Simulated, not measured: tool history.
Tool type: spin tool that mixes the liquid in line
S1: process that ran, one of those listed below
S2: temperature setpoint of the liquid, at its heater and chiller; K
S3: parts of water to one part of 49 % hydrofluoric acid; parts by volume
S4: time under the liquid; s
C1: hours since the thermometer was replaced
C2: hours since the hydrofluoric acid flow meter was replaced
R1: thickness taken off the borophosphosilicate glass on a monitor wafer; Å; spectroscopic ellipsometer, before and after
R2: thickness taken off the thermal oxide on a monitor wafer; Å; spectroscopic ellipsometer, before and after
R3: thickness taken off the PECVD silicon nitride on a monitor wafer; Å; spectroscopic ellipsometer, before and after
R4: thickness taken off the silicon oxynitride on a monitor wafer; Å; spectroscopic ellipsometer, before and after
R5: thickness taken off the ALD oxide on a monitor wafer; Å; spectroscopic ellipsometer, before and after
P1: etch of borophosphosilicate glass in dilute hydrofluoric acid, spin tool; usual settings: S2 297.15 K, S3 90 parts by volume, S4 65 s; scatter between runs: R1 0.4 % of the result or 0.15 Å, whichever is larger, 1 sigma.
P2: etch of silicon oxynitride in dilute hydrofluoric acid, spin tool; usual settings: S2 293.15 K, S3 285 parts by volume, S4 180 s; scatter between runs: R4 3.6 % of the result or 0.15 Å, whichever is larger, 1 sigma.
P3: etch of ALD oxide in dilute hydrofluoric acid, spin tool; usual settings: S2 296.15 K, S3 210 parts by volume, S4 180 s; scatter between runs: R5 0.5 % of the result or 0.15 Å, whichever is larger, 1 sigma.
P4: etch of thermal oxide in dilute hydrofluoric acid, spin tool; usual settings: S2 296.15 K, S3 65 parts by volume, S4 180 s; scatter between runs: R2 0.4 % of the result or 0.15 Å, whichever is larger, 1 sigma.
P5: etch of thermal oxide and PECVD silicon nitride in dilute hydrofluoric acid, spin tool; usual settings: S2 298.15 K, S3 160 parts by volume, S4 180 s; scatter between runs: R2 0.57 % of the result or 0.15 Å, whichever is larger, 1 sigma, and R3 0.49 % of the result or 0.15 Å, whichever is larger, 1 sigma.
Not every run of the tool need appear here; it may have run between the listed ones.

| run | hour | S1 | S2 | S3 | S4 | C1 | C2 | R1 | R2 | R3 | R4 | R5 |
|---|---|---|---|---|---|---|---|---|---|---|---|---|
| 1 | 18.3 | P1 | 297.15 | 90 | 65 | 741.4 | 295.8 | 189.650 |  |  |  |  |
| 2 | 34.8 | P1 | 297.15 | 145 | 65 | 757.9 | 312.3 | 111.220 |  |  |  |  |
| 3 | 44.2 | P5 | 298.15 | 225 | 180 | 767.3 | 321.7 |  | 34.298 | 47.964 |  |  |
| 4 | 58.8 | P2 | 293.15 | 285 | 90 | 781.9 | 336.3 |  |  |  | 3.5394 |  |
| 5 | 69.6 | P1 | 303.15 | 90 | 65 | 792.7 | 347.1 | 238.810 |  |  |  |  |
| 6 | 81.6 | P5 | 306.15 | 160 | 180 | 804.7 | 359.1 |  | 69.466 | 109.700 |  |  |
| 7 | 93.8 | P1 | 297.15 | 90 | 65 | 816.9 | 371.3 | 189.780 |  |  |  |  |
| 8 | 103.2 | P1 | 297.15 | 90 | 65 | 826.3 | 380.7 | 188.960 |  |  |  |  |
|  | 111.3 | hydrofluoric acid flow meter replaced |
| 9 | 114.7 | P2 | 293.15 | 285 | 180 | 837.8 | 3.4 |  |  |  | 6.7521 |  |
| 10 | 128.9 | P1 | 291.65 | 90 | 65 | 852.0 | 17.6 | 152.740 |  |  |  |  |
| 11 | 139.7 | P4 | 296.15 | 65 | 180 | 862.8 | 28.4 |  | 130.530 |  |  |  |
| 12 | 149.8 | P1 | 297.15 | 90 | 65 | 872.9 | 38.5 | 190.700 |  |  |  |  |
| 13 | 165.2 | P3 | 296.15 | 315 | 180 | 888.3 | 53.9 |  |  |  |  | 117.530 |
| 14 | 174.2 | P2 | 290.15 | 285 | 180 | 897.3 | 62.9 |  |  |  | 6.1456 |  |
| 15 | 187.7 | P1 | 290.15 | 90 | 130 | 910.8 | 76.4 | 286.010 |  |  |  |  |
| 16 | 200.0 | P3 | 291.65 | 210 | 180 | 923.1 | 88.7 |  |  |  |  | 165.680 |
| 17 | 211.7 | P3 | 296.15 | 210 | 180 | 934.8 | 100.4 |  |  |  |  | 196.940 |
| 18 | 229.5 | P3 | 296.15 | 210 | 180 | 952.6 | 118.2 |  |  |  |  | 195.280 |
| 19 | 247.2 | P1 | 297.15 | 90 | 65 | 970.3 | 135.9 | 190.660 |  |  |  |  |
| 20 | 259.9 | P1 | 297.15 | 90 | 95 | 983.0 | 148.6 | 278.100 |  |  |  |  |
| 21 | 272.9 | P1 | 297.15 | 90 | 65 | 996.0 | 161.6 | 191.030 |  |  |  |  |
| 22 | 282.6 | P2 | 293.15 | 515 | 180 | 1005.7 | 171.3 |  |  |  | 3.2622 |  |
| 23 | 299.8 | P1 | 297.15 | 35 | 65 | 1022.9 | 188.5 | 520.420 |  |  |  |  |
| 24 | 314.5 | P4 | 296.15 | 65 | 305 | 1037.6 | 203.2 |  | 221.870 |  |  |  |
| 25 | 330.7 | P4 | 304.15 | 65 | 180 | 1053.8 | 219.4 |  | 178.610 |  |  |  |
| 26 | 343.2 | P5 | 298.15 | 160 | 180 | 1066.3 | 231.9 |  | 52.335 | 66.941 |  |  |
| 27 | 354.0 | P1 | 297.15 | 90 | 65 | 1077.1 | 242.7 | 191.290 |  |  |  |  |
| 28 | 362.2 | P3 | 296.15 | 210 | 50 | 1085.3 | 250.9 |  |  |  |  | 54.468 |
| 29 | 378.6 | P4 | 296.15 | 100 | 180 | 1101.7 | 267.3 |  | 80.728 |  |  |  |
| 30 | 392.9 | P1 | 297.15 | 90 | 35 | 1116.0 | 281.6 | 102.580 |  |  |  |  |
| 31 | 407.7 | P5 | 298.15 | 160 | 320 | 1130.8 | 296.4 |  | 93.113 | 119.150 |  |  |
| 32 | 422.5 | P1 | 293.65 | 120 | 65 | 1145.6 | 311.2 | 118.740 |  |  |  |  |
| 33 | 437.6 | P1 | 301.15 | 90 | 15 | 1160.7 | 326.3 | 51.213 |  |  |  |  |
| 34 | 454.0 | P1 | 297.15 | 90 | 65 | 1177.1 | 342.7 | 191.480 |  |  |  |  |
| 35 | 471.5 | P1 | 297.15 | 90 | 65 | 1194.6 | 360.2 | 185.570 |  |  |  |  |
| 36 | 480.5 | P1 | 297.15 | 90 | 65 | 1203.6 | 369.2 | 182.900 |  |  |  |  |
| 37 | 496.4 | P1 | 297.15 | 90 | 65 | 1219.5 | 385.1 | 180.810 |  |  |  |  |
| 38 | 513.4 | P1 | 297.15 | 90 | 65 | 1236.5 | 402.1 | 178.420 |  |  |  |  |
| 39 | 524.0 | P1 | 297.15 | 90 | 65 | 1247.1 | 412.7 | 177.960 |  |  |  |  |
| 40 | 540.3 | P1 | 297.15 | 90 | 65 | 1263.4 | 429.0 | 177.610 |  |  |  |  |
| 41 | 549.0 | P1 | 297.15 | 90 | 65 | 1272.1 | 437.7 | 177.110 |  |  |  |  |
| 42 | 561.3 | P1 | 297.15 | 90 | 65 | 1284.4 | 450.0 | 175.950 |  |  |  |  |
| 43 | 574.1 | P1 | 297.15 | 90 | 65 | 1297.2 | 462.8 | 174.890 |  |  |  |  |
| 44 | 587.4 | P1 | 297.15 | 90 | 65 | 1310.5 | 476.1 | 176.140 |  |  |  |  |
| 45 | 599.3 | P1 | 297.15 | 90 | 65 | 1322.4 | 488.0 | 176.470 |  |  |  |  |

The output of P1 has drifted from where it used to be. Each of the 2 causes below, taken at the size shown beside it, accounts for the log equally well:
A: hydrofluoric acid flow below the setpoint (%) = 6.54
B: liquid colder than its thermometer reads (K) = 1.88
At approximately hour 454.0, the process output began to creep.

4 check runs are offered, one wafer each, their results left as question marks. Which one tells the causes apart?
| check 1 | 611.2 | P2 | 293.15 | 365 | 180 |  |  |  |  |  | ? |  |
| check 2 | 611.2 | P3 | 292.15 | 210 | 180 |  |  |  |  |  |  | ? |
| check 3 | 611.2 | P4 | 301.65 | 85 | 180 |  |  |  | ? |  |  |  |
| check 4 | 611.2 | P5 | 304.65 | 160 | 180 |  |  |  | ? | ? |  |  |

Predicted outcomes, by check and by cause:
| check | result | if A | if B |
|---|---|---|---|
| check 1 | R4 | 4.6724 | 4.6729 |
| check 2 | R5 | 155.410 | 156.630 |
| check 3 | R2 | 111.850 | 112.190 |
| check 4 | R2 | 60.898 | 61.872 |
| check 4 | R3 | 93.667 | 89.573 |
How far apart the two closest causes lie, in the result that separates them most: check 1 0.01 %; check 2 0.78 %; check 3 0.3 %; check 4 4.47 %
The causes can be told apart only by check 4. The other checks would give nearly the same results under each of them.

Then check 4 was run and gave: R2 62.603 Å; R3 89.802 Å. Which cause is it?

Of the candidate causes, it is B: liquid colder than its thermometer reads (K).
